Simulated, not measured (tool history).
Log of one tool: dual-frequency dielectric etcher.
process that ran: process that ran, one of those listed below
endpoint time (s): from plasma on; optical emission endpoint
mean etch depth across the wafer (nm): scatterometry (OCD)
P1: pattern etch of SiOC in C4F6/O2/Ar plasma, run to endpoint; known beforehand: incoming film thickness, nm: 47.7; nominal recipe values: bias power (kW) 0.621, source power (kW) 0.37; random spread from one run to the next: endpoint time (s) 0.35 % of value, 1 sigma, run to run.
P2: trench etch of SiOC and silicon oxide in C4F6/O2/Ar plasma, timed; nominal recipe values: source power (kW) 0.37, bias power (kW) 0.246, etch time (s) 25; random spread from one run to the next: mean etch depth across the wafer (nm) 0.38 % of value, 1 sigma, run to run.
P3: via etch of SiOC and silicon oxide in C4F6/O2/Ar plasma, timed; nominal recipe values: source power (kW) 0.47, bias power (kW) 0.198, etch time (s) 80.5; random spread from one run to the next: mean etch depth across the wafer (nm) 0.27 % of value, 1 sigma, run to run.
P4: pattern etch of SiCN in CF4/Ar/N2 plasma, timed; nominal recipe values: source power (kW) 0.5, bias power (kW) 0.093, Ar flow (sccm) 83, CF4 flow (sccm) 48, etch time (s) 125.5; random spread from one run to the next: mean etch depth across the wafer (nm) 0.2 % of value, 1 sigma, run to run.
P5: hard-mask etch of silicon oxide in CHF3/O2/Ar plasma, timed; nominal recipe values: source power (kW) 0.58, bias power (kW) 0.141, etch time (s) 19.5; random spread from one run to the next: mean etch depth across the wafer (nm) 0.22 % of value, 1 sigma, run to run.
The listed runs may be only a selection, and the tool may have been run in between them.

run   hour  process that ran  bias power (kW)  source power (kW)  etch time (s)  Ar flow (sccm)  CF4 flow (sccm)  hours since the last wet clean  hours since the last bias power generator calibration  hours since the last source power generator calibration  endpoint time (s)  mean etch depth across the wafer (nm)
  1    4.1                P1            0.621               0.37                                                                           363.5                                                 2858.5                                                   1677.1             14.972
  2    6.9                P5            0.141               0.58             15                                                            366.3                                                 2861.3                                                   1679.9                                                    26.646
  3   11.9                P3            0.198               0.47           80.5                                                            371.3                                                 2866.3                                                   1684.9                                                    98.223
  4   16.7                P2            0.246               0.37             25                                                            376.1                                                 2871.1                                                   1689.7                                                     54.09
  5   19.3                P1            0.621               0.37                                                                           378.7                                                 2873.7                                                   1692.3             14.788
  6   22.9                P3            0.266               0.47           80.5                                                            382.3                                                 2877.3                                                   1695.9                                                    108.81
  7   26.1                P4            0.093                0.5          125.5              83               48                           385.5                                                 2880.5                                                   1699.1                                                    122.53
      28.9  -- wet clean of the chamber
  8   31.5                P5            0.141               0.44           19.5                                                              2.7                                                 2885.9                                                   1704.5                                                    31.045
  9   36.9                P1             0.48                0.5                                                                             8.1                                                 2891.3                                                   1709.9             14.642
 10   40.6                P3            0.198               0.47           80.5                                                             11.8                                                   2895                                                   1713.6                                                    98.701
 11   44.1                P1            0.416               0.28                                                                            15.3                                                 2898.5                                                   1717.1             19.138
 12   47.6                P4            0.093                0.5           76.5              83               48                            18.8                                                   2902                                                   1720.6                                                    74.779
 13   51.8                P1            0.621               0.37                                                                              23                                                 2906.2                                                   1724.8             14.832
 14     55                P1            0.621               0.46                                                                            26.2                                                 2909.4                                                     1728             13.678
 15   59.5                P4            0.093                0.4          125.5              83               48                            30.7                                                 2913.9                                                   1732.5                                                    100.77
 16   63.2                P1            0.621               0.37                                                                            34.4                                                 2917.6                                                   1736.2             14.858
 17   66.3                P3            0.198               0.47          117.5                                                             37.5                                                 2920.7                                                   1739.3                                                    143.28
 18   69.7                P1            0.621               0.29                                                                            40.9                                                 2924.1                                                   1742.7              16.28
 19   74.9                P2            0.246               0.28             25                                                             46.1                                                 2929.3                                                   1747.9                                                    48.618
 20     78                P4            0.093                0.5          125.5             112               48                            49.2                                                 2932.4                                                     1751                                                    116.79
 21   83.5                P2            0.246               0.37             25                                                             54.7                                                 2937.9                                                   1756.5                                                    54.134
 22   88.8                P5            0.182               0.58           19.5                                                               60                                                 2943.2                                                   1761.8                                                     37.52
 23   94.7                P1            0.621               0.37                                                                            65.9                                                 2949.1                                                   1767.7              14.77
 24   98.7                P5            0.141               0.58           19.5                                                             69.9                                                 2953.1                                                   1771.7                                                    34.564
 25  104.3                P5            0.141               0.58           19.5                                                             75.5                                                 2958.7                                                   1777.3                                                    34.571
 26  109.8                P1             0.38               0.37                                                                              81                                                 2964.2                                                   1782.8             17.923
 27  114.9                P4            0.093                0.5          125.5              83               31                            86.1                                                 2969.3                                                   1787.9                                                    113.99
 28  119.3                P3            0.198               0.66           80.5                                                             90.5                                                 2973.7                                                   1792.3                                                    112.51
 29  124.8                P1            0.621               0.37                                                                              96                                                 2979.2                                                   1797.8             14.872
 30  129.6                P2            0.165               0.37             25                                                            100.8                                                   2984                                                   1802.6                                                    47.788
 31  135.5                P1            0.872               0.37                                                                           106.7                                                 2989.9                                                   1808.5             12.978
 32  139.8                P2            0.246               0.37           30.5                                                              111                                                 2994.2                                                   1812.8                                                    66.108
 33  144.2                P1            0.503               0.26                                                                           115.4                                                 2998.6                                                   1817.2             18.338
 34  148.4                P4            0.075                0.5          125.5              83               48                           119.6                                                 3002.8                                                   1821.4                                                    113.05
 35  153.6                P1            0.621               0.37                                                                           124.8                                                   3008                                                   1826.6             14.741
 36  156.4                P1            0.621               0.37                                                                           127.6                                                 3010.8                                                   1829.4             14.717
 37  159.4                P1            0.621               0.37                                                                           130.6                                                 3013.8                                                   1832.4             14.697
 38  165.2                P1            0.621               0.37                                                                           136.4                                                 3019.6                                                   1838.2             14.555
 39  169.6                P1            0.621               0.37                                                                           140.8                                                   3024                                                   1842.6             14.657
       173  -- wet clean of the chamber
 40  173.6                P1            0.621               0.37                                                                             0.7                                                   3028                                                   1846.6             14.565
 41  178.2                P1            0.621               0.37                                                                             5.3                                                 3032.6                                                   1851.2             14.608
 42  181.8                P1            0.621               0.37                                                                             8.9                                                 3036.2                                                   1854.8             14.581

Something has made what P1 gives creep away from where it was; the 2 causes below, each at its own stated size, fit the log equally well:
A: source power that arrives over what is set, % = 4.85
B: bias power that arrives over what is set, % = 4.57
At approximately hour 153.6, the process output began to creep.
Other possible causes, and why each is ruled out:
chamber walls in a state that raises the etch rate, %: work on it at hour 173, done after the drift set in, did not restore what the process gave before

Listed below are the offered check runs, one wafer per run, with question marks in place of results. For which of them would the causes give clearly different outcomes?
check 1  185.4                P5            0.141               0.58           19.5                                                                                                                                                                                                                                          ?
check 2  185.4                P2            0.246               0.37             25                                                                                                                                                                                                                                          ?
check 3  185.4                P4            0.093                0.5          125.5              83               48                                                                                                                                                                                                         ?
check 4  185.4                P3            0.198               0.47           80.5                                                                                                                                                                                                                                          ?

What every check run would give for each of its results, assuming each possible cause in turn:
  check                                 result    if A    if B
check 1  mean etch depth across the wafer (nm)  35.194  35.054
check 2  mean etch depth across the wafer (nm)  54.997  54.839
check 3  mean etch depth across the wafer (nm)  127.36  124.28
check 4  mean etch depth across the wafer (nm)  100.29  99.913
Per-check spread between the two closest causes, in the result where they differ most: check 1 0.4 %; check 2 0.29 %; check 3 2.45 %; check 4 0.37 %
Check 3 tells the causes apart: in the others they would give nearly the same result.

Check 3 was carried out, with these results: mean etch depth across the wafer (nm) 124.3. Which of the listed causes is responsible?

The correct cause is B, namely: bias power that arrives over what is set, %.
